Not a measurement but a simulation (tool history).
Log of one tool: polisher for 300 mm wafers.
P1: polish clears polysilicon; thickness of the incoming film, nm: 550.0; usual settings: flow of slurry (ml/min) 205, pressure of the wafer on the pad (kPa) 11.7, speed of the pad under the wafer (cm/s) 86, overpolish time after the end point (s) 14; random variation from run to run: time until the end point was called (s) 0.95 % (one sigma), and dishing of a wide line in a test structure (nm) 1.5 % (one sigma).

| run | hour | flow of slurry (ml/min) | pressure of the wafer on the pad (kPa) | speed of the pad under the wafer (cm/s) | overpolish time after the end point (s) | wafers polished on this pad | hours since the slurry nozzle was cleaned | hours since the head pressure was calibrated | time until the end point was called (s) | dishing of a wide line in a test structure (nm) |
|---|---|---|---|---|---|---|---|---|---|---|
| 1 | 9.1 | 205 | 11.7 | 86 | 14 | 526 | 269.1 | 251.3 | 90.378 | 40.542 |
| 2 | 19.9 | 205 | 11.7 | 132 | 14 | 634 | 279.9 | 262.1 | 58.191 | 46.203 |
|  | 21.6 | slurry nozzle cleaned |
| 3 | 28.3 | 205 | 5.5 | 86 | 25 | 718 | 6.8 | 270.5 | 191.6 | 37.246 |
| 4 | 38.1 | 205 | 11.7 | 86 | 6 | 816 | 16.6 | 280.3 | 91.654 | 26.07 |
| 5 | 46.5 | 205 | 11.7 | 38 | 14 | 899 | 25 | 288.7 | 207.34 | 26.506 |
| 6 | 56.1 | 205 | 11.7 | 86 | 14 | 995 | 34.6 | 298.3 | 89.836 | 41.029 |
| 7 | 64 | 205 | 18.6 | 86 | 14 | 1074 | 42.5 | 306.2 | 56.402 | 45.825 |
| 8 | 74.1 | 205 | 11.7 | 86 | 22 | 1174 | 52.6 | 316.3 | 90.061 | 45.785 |
| 9 | 83.1 | 205 | 11.7 | 86 | 14 | 1264 | 61.6 | 325.3 | 89.506 | 40.878 |
| 10 | 87.8 | 300 | 11.7 | 86 | 14 | 1311 | 66.3 | 330 | 86.148 | 41.168 |
| 11 | 96 | 205 | 5.5 | 86 | 14 | 1393 | 74.5 | 338.2 | 190.4 | 26.668 |
| 12 | 104.9 | 145 | 15.2 | 86 | 14 | 1482 | 83.4 | 347.1 | 71.56 | 44.535 |
| 13 | 110.7 | 205 | 11.7 | 86 | 14 | 1539 | 89.2 | 352.9 | 89.237 | 39.993 |
| 14 | 116.3 | 125 | 11.7 | 86 | 14 | 1595 | 94.8 | 358.5 | 96.405 | 39.531 |
| 15 | 122 | 275 | 11.7 | 86 | 23 | 1652 | 100.5 | 364.2 | 86.439 | 48.315 |
| 16 | 129.3 | 205 | 11.7 | 86 | 14 | 1725 | 107.8 | 371.5 | 89.025 | 40.927 |
| 17 | 139.4 | 205 | 11.7 | 86 | 14 | 1826 | 117.9 | 381.6 | 87.942 | 40.709 |
| 18 | 144.5 | 205 | 11.7 | 86 | 14 | 1876 | 123 | 386.7 | 91.264 | 40.195 |
| 19 | 152.7 | 205 | 11.7 | 86 | 14 | 1958 | 131.2 | 394.9 | 94.474 | 39.93 |

Run 20 comes next. What will it give?
| 20 | 160.9 | 205 | 11.7 | 86 | 14 | 2040 | 139.4 | 403.1 | ? | ? |

{"run 20": {"time until the end point was called (s)": 94.726, "dishing of a wide line in a test structure (nm)": 39.458}}
